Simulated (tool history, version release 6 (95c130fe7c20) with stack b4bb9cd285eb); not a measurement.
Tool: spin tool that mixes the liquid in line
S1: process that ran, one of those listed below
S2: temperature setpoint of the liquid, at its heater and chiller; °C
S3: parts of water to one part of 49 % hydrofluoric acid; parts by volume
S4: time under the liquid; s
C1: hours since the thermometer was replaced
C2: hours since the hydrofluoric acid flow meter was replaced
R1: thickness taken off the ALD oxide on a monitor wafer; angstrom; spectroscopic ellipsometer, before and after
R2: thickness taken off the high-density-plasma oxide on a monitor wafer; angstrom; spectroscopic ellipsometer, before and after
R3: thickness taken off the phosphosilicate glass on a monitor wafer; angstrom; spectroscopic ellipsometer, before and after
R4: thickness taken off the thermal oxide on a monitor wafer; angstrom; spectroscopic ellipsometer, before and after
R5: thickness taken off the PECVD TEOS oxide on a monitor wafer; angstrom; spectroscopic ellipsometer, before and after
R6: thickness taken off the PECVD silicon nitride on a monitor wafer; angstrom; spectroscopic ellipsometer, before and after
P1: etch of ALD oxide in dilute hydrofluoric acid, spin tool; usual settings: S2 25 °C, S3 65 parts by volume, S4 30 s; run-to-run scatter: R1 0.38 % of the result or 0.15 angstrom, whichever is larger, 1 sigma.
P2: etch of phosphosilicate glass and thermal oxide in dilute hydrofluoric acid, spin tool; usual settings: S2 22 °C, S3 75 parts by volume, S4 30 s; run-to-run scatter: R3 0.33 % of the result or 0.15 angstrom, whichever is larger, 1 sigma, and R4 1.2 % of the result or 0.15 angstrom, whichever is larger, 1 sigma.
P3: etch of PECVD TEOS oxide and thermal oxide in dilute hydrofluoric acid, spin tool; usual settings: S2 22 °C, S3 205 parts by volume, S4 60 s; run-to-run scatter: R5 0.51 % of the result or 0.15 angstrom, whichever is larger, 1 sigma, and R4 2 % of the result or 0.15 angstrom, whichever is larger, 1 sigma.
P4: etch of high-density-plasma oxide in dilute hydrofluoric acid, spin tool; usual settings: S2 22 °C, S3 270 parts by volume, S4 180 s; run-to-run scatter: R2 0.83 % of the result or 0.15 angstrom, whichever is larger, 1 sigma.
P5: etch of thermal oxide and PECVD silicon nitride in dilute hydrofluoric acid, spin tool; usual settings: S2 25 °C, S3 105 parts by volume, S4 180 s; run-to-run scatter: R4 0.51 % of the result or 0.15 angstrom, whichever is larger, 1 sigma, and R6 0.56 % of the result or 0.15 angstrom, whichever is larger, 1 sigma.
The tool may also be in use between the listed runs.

run   hour  S1    S2   S3   S4     C1     C2      R1      R2      R3      R4      R5      R6
  1    8.4  P1    25   65   30  358.1    278  96.388
  2   18.2  P1    25   95   30  367.9  287.8  64.015
  3   23.6  P4    22   65  180  373.3  293.2          149.26
  4   33.5  P1    25   65   30  383.2  303.1  96.822
  5   39.8  P2    22   75   55  389.5  309.4                  1363.8  31.996
  6   46.1  P4    22  270  180  395.8  315.7          28.418
  7   53.2  P1  31.5   65   30  402.9  322.8  124.75
  8   58.7  P3    22  205   95  408.4  328.3                          18.299  67.556
  9   64.3  P4    30  270  180    414  333.9          38.204
 10   69.1  P5    25  105  180  418.8  338.7                          83.712           102.7
 11   74.9  P1  17.5   65   30  424.6  344.5  70.436
 12   79.7  P1    25   65   15  429.4  349.3   48.88
 13   88.4  P1    25   95   15  438.1    358  31.848
 14   92.9  P1    25   65   30  442.6  362.5  97.158
 15   98.2  P4    22  270  180  447.9  367.8          28.151
 16  105.9  P1    25   65   60  455.6  375.5  192.89
 17    115  P3    22  205   60  464.7  384.6                          11.489   42.88
 18  122.3  P2    22  110   30    472  391.9                  485.09  11.562
 19  131.5  P5    17  105  180  481.2  401.1                          60.357          59.991
 20  140.4  P1    25   65   30  490.1    410  96.726
 21  146.7  P1    25   65   30  496.4  416.3  96.937
 22  156.5  P5    25  105  295  506.2  426.1                           138.1          169.57
 23  161.5  P4    22  270  315  511.2  431.1          50.843

Run 24 comes next. What will it give?
 24  168.5  P3  22  205  60  518.2  438.1               ?   ?

Run 24 gave R4 11.58 angstrom, R5 43.222 angstrom.
